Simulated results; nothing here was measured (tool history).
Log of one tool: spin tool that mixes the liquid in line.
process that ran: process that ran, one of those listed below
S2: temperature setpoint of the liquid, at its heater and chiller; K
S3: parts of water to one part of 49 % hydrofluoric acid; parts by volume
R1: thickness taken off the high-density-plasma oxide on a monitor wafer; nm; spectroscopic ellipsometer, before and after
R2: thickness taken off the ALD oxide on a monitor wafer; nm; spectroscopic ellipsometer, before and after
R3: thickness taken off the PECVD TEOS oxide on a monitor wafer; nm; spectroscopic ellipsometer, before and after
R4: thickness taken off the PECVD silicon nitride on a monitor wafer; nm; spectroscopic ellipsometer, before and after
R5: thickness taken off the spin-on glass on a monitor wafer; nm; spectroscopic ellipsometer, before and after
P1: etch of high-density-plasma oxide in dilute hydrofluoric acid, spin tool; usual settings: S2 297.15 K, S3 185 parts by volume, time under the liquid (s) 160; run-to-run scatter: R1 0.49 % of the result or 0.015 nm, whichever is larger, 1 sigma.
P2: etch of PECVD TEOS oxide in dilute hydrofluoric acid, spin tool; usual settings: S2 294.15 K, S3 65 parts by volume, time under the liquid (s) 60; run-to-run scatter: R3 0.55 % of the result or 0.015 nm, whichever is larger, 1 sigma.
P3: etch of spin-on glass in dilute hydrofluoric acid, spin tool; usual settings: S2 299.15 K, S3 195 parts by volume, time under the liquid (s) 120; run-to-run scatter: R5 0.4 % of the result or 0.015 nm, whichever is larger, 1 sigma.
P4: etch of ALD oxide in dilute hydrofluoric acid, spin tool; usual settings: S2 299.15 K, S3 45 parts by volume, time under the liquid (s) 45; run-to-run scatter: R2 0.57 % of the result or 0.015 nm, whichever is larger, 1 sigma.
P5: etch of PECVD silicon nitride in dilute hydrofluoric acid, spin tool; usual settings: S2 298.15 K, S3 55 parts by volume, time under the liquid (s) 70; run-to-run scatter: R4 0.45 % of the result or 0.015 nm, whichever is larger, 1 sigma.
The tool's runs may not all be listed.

Run 1, day 0.192: process that ran P1, S2 297.15 K, S3 185 parts by volume, time under the liquid (s) 160. Result: R1 4.3879 nm.
Run 2, day 0.308: process that ran P4, S2 299.15 K, S3 45 parts by volume, time under the liquid (s) 45. Result: R2 36.032 nm.
Run 3, day 0.521: process that ran P2, S2 294.15 K, S3 65 parts by volume, time under the liquid (s) 25. Result: R3 10.11 nm.
Run 4, day 0.767: process that ran P1, S2 297.15 K, S3 100 parts by volume, time under the liquid (s) 35. Result: R1 1.9705 nm.
Run 5, day 0.908: process that ran P5, S2 305.15 K, S3 55 parts by volume, time under the liquid (s) 70. Result: R4 9.7413 nm.
Run 6, day 1.079: process that ran P1, S2 297.15 K, S3 185 parts by volume, time under the liquid (s) 160. Result: R1 4.4054 nm.
Run 7, day 1.204: process that ran P1, S2 292.15 K, S3 75 parts by volume, time under the liquid (s) 160. Result: R1 9.96 nm.
Run 8, day 1.329: process that ran P5, S2 298.15 K, S3 55 parts by volume, time under the liquid (s) 40. Result: R4 3.5959 nm.
Run 9, day 1.521: process that ran P1, S2 297.15 K, S3 250 parts by volume, time under the liquid (s) 270. Result: R1 5.1074 nm.
Run 10, day 1.671: process that ran P5, S2 298.15 K, S3 55 parts by volume, time under the liquid (s) 70. Result: R4 6.2691 nm.
Run 11, day 1.812: process that ran P2, S2 294.15 K, S3 40 parts by volume, time under the liquid (s) 60. Result: R3 39.891 nm.
Run 12, day 1.983: process that ran P1, S2 297.15 K, S3 185 parts by volume, time under the liquid (s) 265. Result: R1 7.2881 nm.
Run 13, day 2.229: process that ran P1, S2 297.15 K, S3 110 parts by volume, time under the liquid (s) 160. Result: R1 7.9613 nm.
Run 14, day 2.367: process that ran P4, S2 299.15 K, S3 20 parts by volume, time under the liquid (s) 45. Result: R2 84.144 nm.
Run 15, day 2.488: process that ran P1, S2 297.15 K, S3 185 parts by volume, time under the liquid (s) 160. Result: R1 4.4216 nm.
Run 16, day 2.696: process that ran P3, S2 303.65 K, S3 195 parts by volume, time under the liquid (s) 120. Result: R5 23.555 nm.
At day 2.879: hydrofluoric acid flow meter replaced.
Run 17, day 2.946: process that ran P1, S2 297.15 K, S3 185 parts by volume, time under the liquid (s) 160. Result: R1 4.4017 nm.
Run 18, day 3.104: process that ran P1, S2 297.15 K, S3 290 parts by volume, time under the liquid (s) 160. Result: R1 2.5155 nm.
Run 19, day 3.258: process that ran P3, S2 299.15 K, S3 195 parts by volume, time under the liquid (s) 120. Result: R5 20.013 nm.
Run 20, day 3.483: process that ran P4, S2 299.15 K, S3 45 parts by volume, time under the liquid (s) 45. Result: R2 35.686 nm.
Run 21, day 3.658: process that ran P1, S2 297.15 K, S3 185 parts by volume, time under the liquid (s) 15. Result: R1 0.39807 nm.
Run 22, day 3.896: process that ran P3, S2 299.15 K, S3 195 parts by volume, time under the liquid (s) 60. Result: R5 10.075 nm.
Run 23, day 4.054: process that ran P5, S2 298.15 K, S3 100 parts by volume, time under the liquid (s) 70. Result: R4 3.4807 nm.
Run 24, day 4.212: process that ran P2, S2 294.15 K, S3 65 parts by volume, time under the liquid (s) 60. Result: R3 24.259 nm.
Run 25, day 4.338: process that ran P1, S2 292.15 K, S3 185 parts by volume, time under the liquid (s) 160. Result: R1 3.6411 nm.
Run 26, day 4.479: process that ran P1, S2 302.15 K, S3 185 parts by volume, time under the liquid (s) 160. Result: R1 5.2521 nm.
At day 4.525: thermometer replaced.
Run 27, day 4.638: process that ran P4, S2 299.15 K, S3 45 parts by volume, time under the liquid (s) 15. Result: R2 12.064 nm.
Run 28, day 4.779: process that ran P4, S2 304.15 K, S3 45 parts by volume, time under the liquid (s) 45. Result: R2 43.833 nm.
Run 29, day 5.021: process that ran P1, S2 297.15 K, S3 185 parts by volume, time under the liquid (s) 160. Result: R1 4.3901 nm.
Run 30, day 5.267: process that ran P3, S2 299.15 K, S3 105 parts by volume, time under the liquid (s) 120. Result: R5 41.443 nm.
Run 31, day 5.388: process that ran P2, S2 299.65 K, S3 65 parts by volume, time under the liquid (s) 60. Result: R3 30.316 nm.
Run 32, day 5.588: process that ran P1, S2 297.15 K, S3 185 parts by volume, time under the liquid (s) 160. Result: R1 4.3693 nm.
Run 33, day 5.696: process that ran P1, S2 297.15 K, S3 185 parts by volume, time under the liquid (s) 160. Result: R1 4.472 nm.
Run 34, day 5.938: process that ran P1, S2 297.15 K, S3 185 parts by volume, time under the liquid (s) 160. Result: R1 4.5673 nm.
Run 35, day 6.058: process that ran P1, S2 297.15 K, S3 185 parts by volume, time under the liquid (s) 160. Result: R1 4.6231 nm.
Run 36, day 6.296: process that ran P1, S2 297.15 K, S3 185 parts by volume, time under the liquid (s) 160. Result: R1 4.6159 nm.
Run 37, day 6.438: process that ran P1, S2 297.15 K, S3 185 parts by volume, time under the liquid (s) 160. Result: R1 4.628 nm.
Run 38, day 6.621: process that ran P1, S2 297.15 K, S3 185 parts by volume, time under the liquid (s) 160. Result: R1 4.6543 nm.
Run 39, day 6.8: process that ran P1, S2 297.15 K, S3 185 parts by volume, time under the liquid (s) 160. Result: R1 4.6657 nm.

What P1 gives has crept away from where it was. These 2 causes fit the log equally well, each at the size given:
A: hydrofluoric acid flow above the setpoint (%) = 4.8
B: liquid hotter than its thermometer reads (K) = 1.52
The creep began at about day 5.588.

4 check runs are offered, one wafer each, their results left as question marks. Which one tells the causes apart?
Run check 1, day 6.979: process that ran P4, S2 299.15 K, S3 45 parts by volume, time under the liquid (s) 45. Result: R2 ?.
Run check 2, day 6.979: process that ran P3, S2 299.15 K, S3 195 parts by volume, time under the liquid (s) 120. Result: R5 ?.
Run check 3, day 6.979: process that ran P2, S2 294.15 K, S3 65 parts by volume, time under the liquid (s) 60. Result: R3 ?.
Run check 4, day 6.979: process that ran P5, S2 298.15 K, S3 55 parts by volume, time under the liquid (s) 70. Result: R4 ?.

What each check would give under each cause:
  check  result    if A    if B
check 1      R2  37.754  38.199
check 2      R5   21.34   21.29
check 3      R3  25.389  25.707
check 4      R4  6.5344   6.903
How far apart the two closest causes lie, in the result that separates them most: check 1 1.17 %; check 2 0.24 %; check 3 1.24 %; check 4 5.49 %
Check 4 tells the causes apart: in the others they would give nearly the same result.

Then check 4 was run and gave: R4 6.8862 nm. Which cause is it?

It is B: liquid hotter than its thermometer reads (K).
